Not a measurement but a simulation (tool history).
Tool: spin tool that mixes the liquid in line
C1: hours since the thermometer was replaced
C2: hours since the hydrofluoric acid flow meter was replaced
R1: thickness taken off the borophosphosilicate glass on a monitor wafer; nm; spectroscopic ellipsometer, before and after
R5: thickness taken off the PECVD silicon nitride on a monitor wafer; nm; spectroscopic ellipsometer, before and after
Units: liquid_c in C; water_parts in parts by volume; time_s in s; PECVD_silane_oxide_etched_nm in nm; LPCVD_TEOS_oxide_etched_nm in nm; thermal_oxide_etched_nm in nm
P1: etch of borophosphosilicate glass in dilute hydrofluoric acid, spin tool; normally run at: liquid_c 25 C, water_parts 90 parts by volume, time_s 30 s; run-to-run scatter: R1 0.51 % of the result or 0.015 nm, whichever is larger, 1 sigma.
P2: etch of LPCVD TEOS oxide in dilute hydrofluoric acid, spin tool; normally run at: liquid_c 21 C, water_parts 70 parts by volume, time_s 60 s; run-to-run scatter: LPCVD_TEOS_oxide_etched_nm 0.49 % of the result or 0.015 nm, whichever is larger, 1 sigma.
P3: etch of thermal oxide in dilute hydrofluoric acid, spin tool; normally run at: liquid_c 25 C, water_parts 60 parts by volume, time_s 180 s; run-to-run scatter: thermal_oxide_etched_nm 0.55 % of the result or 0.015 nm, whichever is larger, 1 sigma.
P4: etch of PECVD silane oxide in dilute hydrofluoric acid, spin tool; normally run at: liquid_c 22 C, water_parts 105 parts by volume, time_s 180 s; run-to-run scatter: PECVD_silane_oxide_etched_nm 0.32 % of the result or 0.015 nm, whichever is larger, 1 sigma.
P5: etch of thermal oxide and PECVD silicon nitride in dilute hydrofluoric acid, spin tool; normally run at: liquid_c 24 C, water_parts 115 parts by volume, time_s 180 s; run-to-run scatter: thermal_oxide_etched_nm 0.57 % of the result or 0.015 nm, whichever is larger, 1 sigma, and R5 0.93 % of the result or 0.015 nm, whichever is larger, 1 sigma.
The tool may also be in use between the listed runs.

run 1 hour=4.0 | process=P1 liquid_c=25 water_parts=90 time_s=30 | C1=1144.7 C2=1453.3 | R1=12.6680
run 2 hour=10.1 | process=P4 liquid_c=22 water_parts=105 time_s=180 | C1=1150.8 C2=1459.4 | PECVD_silane_oxide_etched_nm=38.8570
run 3 hour=16.0 | process=P1 liquid_c=25 water_parts=90 time_s=30 | C1=1156.7 C2=1465.3 | R1=12.8710
run 4 hour=22.0 | process=P2 liquid_c=21 water_parts=70 time_s=60 | C1=1162.7 C2=1471.3 | LPCVD_TEOS_oxide_etched_nm=37.114
run 5 hour=26.0 | process=P1 liquid_c=25 water_parts=55 time_s=15 | C1=1166.7 C2=1475.3 | R1=10.7550
run 6 hour=31.6 | process=P3 liquid_c=25 water_parts=30 time_s=180 | C1=1172.3 C2=1480.9 | thermal_oxide_etched_nm=32.7290
run 7 hour=36.2 | process=P3 liquid_c=31 water_parts=60 time_s=180 | C1=1176.9 C2=1485.5 | thermal_oxide_etched_nm=20.1870
run 8 hour=40.2 | process=P5 liquid_c=24 water_parts=20 time_s=180 | C1=1180.9 C2=1489.5 | thermal_oxide_etched_nm=47.5230 R5=14.9650
run 9 hour=47.1 | process=P4 liquid_c=22 water_parts=160 time_s=180 | C1=1187.8 C2=1496.4 | PECVD_silane_oxide_etched_nm=24.0090
run 10 hour=52.9 | process=P1 liquid_c=17 water_parts=90 time_s=30 | C1=1193.6 C2=1502.2 | R1=9.2265
run 11 hour=56.0 | process=P4 liquid_c=22 water_parts=105 time_s=45 | C1=1196.7 C2=1505.3 | PECVD_silane_oxide_etched_nm=9.7405
run 12 hour=59.3 | process=P2 liquid_c=21 water_parts=70 time_s=60 | C1=1200.0 C2=1508.6 | LPCVD_TEOS_oxide_etched_nm=36.784
run 13 hour=65.9 | process=P5 liquid_c=24 water_parts=115 time_s=180 | C1=1206.6 C2=1515.2 | thermal_oxide_etched_nm=7.3559 R5=2.7349
run 14 hour=71.2 | process=P1 liquid_c=25 water_parts=90 time_s=30 | C1=1211.9 C2=1520.5 | R1=12.7130
run 15 hour=76.9 | process=P2 liquid_c=21 water_parts=20 time_s=60 | C1=1217.6 C2=1526.2 | LPCVD_TEOS_oxide_etched_nm=136.750
run 16 hour=81.3 | process=P5 liquid_c=29 water_parts=115 time_s=180 | C1=1222.0 C2=1530.6 | thermal_oxide_etched_nm=8.9176 R5=3.7598
run 17 hour=85.9 | process=P5 liquid_c=24 water_parts=115 time_s=295 | C1=1226.6 C2=1535.2 | thermal_oxide_etched_nm=12.0120 R5=4.4221
run 18 hour=91.1 | process=P1 liquid_c=32 water_parts=90 time_s=30 | C1=1231.8 C2=1540.4 | R1=16.7370
run 19 hour=94.7 | process=P4 liquid_c=17 water_parts=105 time_s=180 | C1=1235.4 C2=1544.0 | PECVD_silane_oxide_etched_nm=31.6800
run 20 hour=101.3 | process=P5 liquid_c=24 water_parts=115 time_s=180 | C1=1242.0 C2=1550.6 | thermal_oxide_etched_nm=7.3860 R5=2.7741
run 21 hour=107.3 | process=P1 liquid_c=25 water_parts=90 time_s=30 | C1=1248.0 C2=1556.6 | R1=12.7200
run 22 hour=110.6 | process=P1 liquid_c=25 water_parts=55 time_s=30 | C1=1251.3 C2=1559.9 | R1=22.0350
run 23 hour=113.7 | process=P1 liquid_c=25 water_parts=90 time_s=30 | C1=1254.4 C2=1563.0 | R1=12.8070
run 24 hour=118.9 | process=P1 liquid_c=25 water_parts=90 time_s=55 | C1=1259.6 C2=1568.2 | R1=23.2350
run 25 hour=124.8 | process=P1 liquid_c=25 water_parts=140 time_s=30 | C1=1265.5 C2=1574.1 | R1=7.7705
run 26 hour=131.5 | process=P2 liquid_c=21 water_parts=70 time_s=100 | C1=1272.2 C2=1580.8 | LPCVD_TEOS_oxide_etched_nm=61.223
run 27 hour=136.1 | process=P2 liquid_c=17 water_parts=70 time_s=60 | C1=1276.8 C2=1585.4 | LPCVD_TEOS_oxide_etched_nm=30.998
run 28 hour=139.7 | process=P3 liquid_c=25 water_parts=60 time_s=180 | C1=1280.4 C2=1589.0 | thermal_oxide_etched_nm=15.8770
run 29 hour=143.0 | process=P1 liquid_c=25 water_parts=90 time_s=15 | C1=1283.7 C2=1592.3 | R1=6.4159
run 30 hour=150.0 | process=P4 liquid_c=22 water_parts=105 time_s=180 | C1=1290.7 C2=1599.3 | PECVD_silane_oxide_etched_nm=39.0380
run 31 hour=156.0 | process=P3 liquid_c=25 water_parts=60 time_s=335 | C1=1296.7 C2=1605.3 | thermal_oxide_etched_nm=29.5350
run 32 hour=160.0 | process=P1 liquid_c=25 water_parts=90 time_s=30 | C1=1300.7 C2=1609.3 | R1=12.8160
run 33 hour=163.6 | process=P1 liquid_c=25 water_parts=90 time_s=30 | C1=1304.3 C2=1612.9 | R1=13.2090
run 34 hour=170.2 | process=P1 liquid_c=25 water_parts=90 time_s=30 | C1=1310.9 C2=1619.5 | R1=13.4580
run 35 hour=174.1 | process=P1 liquid_c=25 water_parts=90 time_s=30 | C1=1314.8 C2=1623.4 | R1=13.3910
run 36 hour=178.5 | process=P1 liquid_c=25 water_parts=90 time_s=30 | C1=1319.2 C2=1627.8 | R1=13.4620
run 37 hour=184.5 | process=P1 liquid_c=25 water_parts=90 time_s=30 | C1=1325.2 C2=1633.8 | R1=13.5900
run 38 hour=188.6 | process=P1 liquid_c=25 water_parts=90 time_s=30 | C1=1329.3 C2=1637.9 | R1=13.4760
run 39 hour=193.0 | process=P1 liquid_c=25 water_parts=90 time_s=30 | C1=1333.7 C2=1642.3 | R1=13.6890

What P1 gives has crept away from where it was. These 2 causes fit the log equally well, each at the size given:
A: liquid hotter than its thermometer reads (K) = 1.62
B: hydrofluoric acid flow above the setpoint (%) = 5.88
The creep began at about hour 160.0.

4 check runs are offered, each on 3 wafers whose results are averaged, their results left as question marks. Which one tells the causes apart?
run check 1 hour=197.4 | process=P5 liquid_c=24 water_parts=115 time_s=180 | thermal_oxide_etched_nm=? R5=?
run check 2 hour=197.4 | process=P3 liquid_c=25 water_parts=60 time_s=180 | thermal_oxide_etched_nm=?
run check 3 hour=197.4 | process=P4 liquid_c=22 water_parts=105 time_s=180 | PECVD_silane_oxide_etched_nm=?
run check 4 hour=197.4 | process=P2 liquid_c=21 water_parts=70 time_s=60 | LPCVD_TEOS_oxide_etched_nm=?

What each check would give under each cause:
check=check_1 result=thermal_oxide_etched_nm if_A=7.8244 if_B=7.8391
check=check_1 result=R5 if_A=3.0138 if_B=2.8700
check=check_2 result=thermal_oxide_etched_nm if_A=16.9490 if_B=16.8880
check=check_3 result=PECVD_silane_oxide_etched_nm if_A=41.5530 if_B=41.5230
check=check_4 result=LPCVD_TEOS_oxide_etched_nm if_A=39.446 if_B=39.249
How far apart the two closest causes lie, in the result that separates them most: check 1 4.89 %; check 2 0.36 %; check 3 0.07 %; check 4 0.5 %
Only check 1 tells the causes apart: in the others they would give nearly the same result.

Check 1 was then run and gave: thermal_oxide_etched_nm 7.8216 nm; R5 2.9814 nm. Which cause is it?

It is A: liquid hotter than its thermometer reads (K).
